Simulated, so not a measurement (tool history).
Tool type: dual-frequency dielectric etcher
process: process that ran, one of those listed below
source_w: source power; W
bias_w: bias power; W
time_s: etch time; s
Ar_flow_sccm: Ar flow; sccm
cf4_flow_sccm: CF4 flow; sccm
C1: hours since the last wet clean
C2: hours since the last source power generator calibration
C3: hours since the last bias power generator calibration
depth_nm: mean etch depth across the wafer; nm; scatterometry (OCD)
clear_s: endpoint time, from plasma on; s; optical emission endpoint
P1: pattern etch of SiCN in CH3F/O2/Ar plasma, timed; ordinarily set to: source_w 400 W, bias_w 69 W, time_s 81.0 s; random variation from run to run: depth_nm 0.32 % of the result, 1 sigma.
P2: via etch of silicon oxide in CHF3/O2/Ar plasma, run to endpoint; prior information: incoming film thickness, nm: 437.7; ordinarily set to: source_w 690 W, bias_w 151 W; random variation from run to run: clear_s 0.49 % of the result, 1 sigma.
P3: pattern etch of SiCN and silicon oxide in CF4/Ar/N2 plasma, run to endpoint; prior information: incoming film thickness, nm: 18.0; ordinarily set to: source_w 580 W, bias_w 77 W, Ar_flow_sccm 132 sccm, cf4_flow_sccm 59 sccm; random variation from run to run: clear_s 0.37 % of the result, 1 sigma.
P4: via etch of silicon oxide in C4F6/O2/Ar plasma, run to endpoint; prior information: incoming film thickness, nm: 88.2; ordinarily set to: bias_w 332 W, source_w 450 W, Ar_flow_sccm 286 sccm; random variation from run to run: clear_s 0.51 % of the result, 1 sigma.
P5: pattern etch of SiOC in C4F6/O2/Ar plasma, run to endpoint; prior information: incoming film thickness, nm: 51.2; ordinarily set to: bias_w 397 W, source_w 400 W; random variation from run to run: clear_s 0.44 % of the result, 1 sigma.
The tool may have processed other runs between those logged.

{"run": 1, "hour": 8.0, "process": "P1", "source_w": 400, "bias_w": 69, "time_s": 81.0, "C1": 72.5, "C2": 980.3, "C3": 960.1, "depth_nm": 30.268}
{"run": 2, "hour": 16.3, "process": "P3", "source_w": 580, "bias_w": 50, "Ar_flow_sccm": 132, "cf4_flow_sccm": 59, "C1": 80.8, "C2": 988.6, "C3": 968.4, "clear_s": 19.877}
{"run": 3, "hour": 20.1, "process": "P4", "source_w": 450, "bias_w": 332, "Ar_flow_sccm": 286, "C1": 84.6, "C2": 992.4, "C3": 972.2, "clear_s": 21.775}
{"run": 4, "hour": 27.1, "process": "P1", "source_w": 400, "bias_w": 69, "time_s": 81.0, "C1": 91.6, "C2": 999.4, "C3": 979.2, "depth_nm": 29.969}
{"run": 5, "hour": 35.4, "process": "P1", "source_w": 510, "bias_w": 44, "time_s": 81.0, "C1": 99.9, "C2": 1007.7, "C3": 987.5, "depth_nm": 28.393}
{"run": 6, "hour": 42.4, "process": "P1", "source_w": 400, "bias_w": 69, "time_s": 55.5, "C1": 106.9, "C2": 1014.7, "C3": 994.5, "depth_nm": 20.575}
{"run": 7, "hour": 49.0, "process": "P1", "source_w": 400, "bias_w": 69, "time_s": 104.0, "C1": 113.5, "C2": 1021.3, "C3": 1001.1, "depth_nm": 38.481}
{"run": 8, "hour": 54.8, "process": "P3", "source_w": 580, "bias_w": 77, "Ar_flow_sccm": 132, "cf4_flow_sccm": 59, "C1": 119.3, "C2": 1027.1, "C3": 1006.9, "clear_s": 17.232}
{"run": 9, "hour": 62.2, "process": "P1", "source_w": 400, "bias_w": 51, "time_s": 81.0, "C1": 126.7, "C2": 1034.5, "C3": 1014.3, "depth_nm": 27.001}
{"run": 10, "hour": 68.9, "process": "P1", "source_w": 400, "bias_w": 69, "time_s": 81.0, "C1": 133.4, "C2": 1041.2, "C3": 1021.0, "depth_nm": 29.965}
{"run": 11, "hour": 77.3, "process": "P1", "source_w": 400, "bias_w": 69, "time_s": 81.0, "C1": 141.8, "C2": 1049.6, "C3": 1029.4, "depth_nm": 30.013}
{"run": 12, "hour": 83.3, "process": "P1", "source_w": 480, "bias_w": 69, "time_s": 81.0, "C1": 147.8, "C2": 1055.6, "C3": 1035.4, "depth_nm": 32.053}
{"run": 13, "hour": 90.7, "process": "P2", "source_w": 690, "bias_w": 151, "C1": 155.2, "C2": 1063.0, "C3": 1042.8, "clear_s": 214.97}
{"run": 14, "hour": 98.4, "process": "P5", "source_w": 400, "bias_w": 318, "C1": 162.9, "C2": 1070.7, "C3": 1050.5, "clear_s": 20.467}
{"hour": 101.1, "done": "wet clean of the chamber"}
{"run": 15, "hour": 103.6, "process": "P1", "source_w": 470, "bias_w": 90, "time_s": 81.0, "C1": 2.6, "C2": 1075.9, "C3": 1055.7, "depth_nm": 35.226}
{"run": 16, "hour": 108.9, "process": "P5", "source_w": 400, "bias_w": 397, "C1": 7.9, "C2": 1081.2, "C3": 1061.0, "clear_s": 18.979}
{"hour": 115.6, "done": "bias power generator calibrated"}
{"run": 17, "hour": 116.7, "process": "P4", "source_w": 610, "bias_w": 332, "Ar_flow_sccm": 286, "C1": 15.7, "C2": 1089.0, "C3": 1.1, "clear_s": 19.057}
{"run": 18, "hour": 123.2, "process": "P4", "source_w": 450, "bias_w": 332, "Ar_flow_sccm": 183, "C1": 22.2, "C2": 1095.5, "C3": 7.6, "clear_s": 20.718}
{"run": 19, "hour": 131.0, "process": "P3", "source_w": 740, "bias_w": 77, "Ar_flow_sccm": 132, "cf4_flow_sccm": 59, "C1": 30.0, "C2": 1103.3, "C3": 15.4, "clear_s": 13.867}
{"run": 20, "hour": 137.7, "process": "P4", "source_w": 450, "bias_w": 200, "Ar_flow_sccm": 286, "C1": 36.7, "C2": 1110.0, "C3": 22.1, "clear_s": 25.442}
{"run": 21, "hour": 144.5, "process": "P3", "source_w": 580, "bias_w": 77, "Ar_flow_sccm": 132, "cf4_flow_sccm": 82, "C1": 43.5, "C2": 1116.8, "C3": 28.9, "clear_s": 16.196}
{"run": 22, "hour": 150.9, "process": "P3", "source_w": 580, "bias_w": 77, "Ar_flow_sccm": 184, "cf4_flow_sccm": 59, "C1": 49.9, "C2": 1123.2, "C3": 35.3, "clear_s": 18.186}
{"run": 23, "hour": 156.4, "process": "P2", "source_w": 840, "bias_w": 151, "C1": 55.4, "C2": 1128.7, "C3": 40.8, "clear_s": 198.36}
{"run": 24, "hour": 163.5, "process": "P1", "source_w": 470, "bias_w": 87, "time_s": 81.0, "C1": 62.5, "C2": 1135.8, "C3": 47.9, "depth_nm": 34.639}
{"run": 25, "hour": 171.0, "process": "P1", "source_w": 400, "bias_w": 97, "time_s": 81.0, "C1": 70.0, "C2": 1143.3, "C3": 55.4, "depth_nm": 33.912}
{"run": 26, "hour": 174.9, "process": "P2", "source_w": 690, "bias_w": 151, "C1": 73.9, "C2": 1147.2, "C3": 59.3, "clear_s": 214.47}

Estimate the outcome of run 27 from the log above:
{"run": 27, "hour": 181.7, "process": "P3", "source_w": 580, "bias_w": 77, "Ar_flow_sccm": 132, "cf4_flow_sccm": 59, "C1": 80.7, "C2": 1154.0, "C3": 66.1, "clear_s": "?"}

Logged for run 27: clear_s 17.074 s.
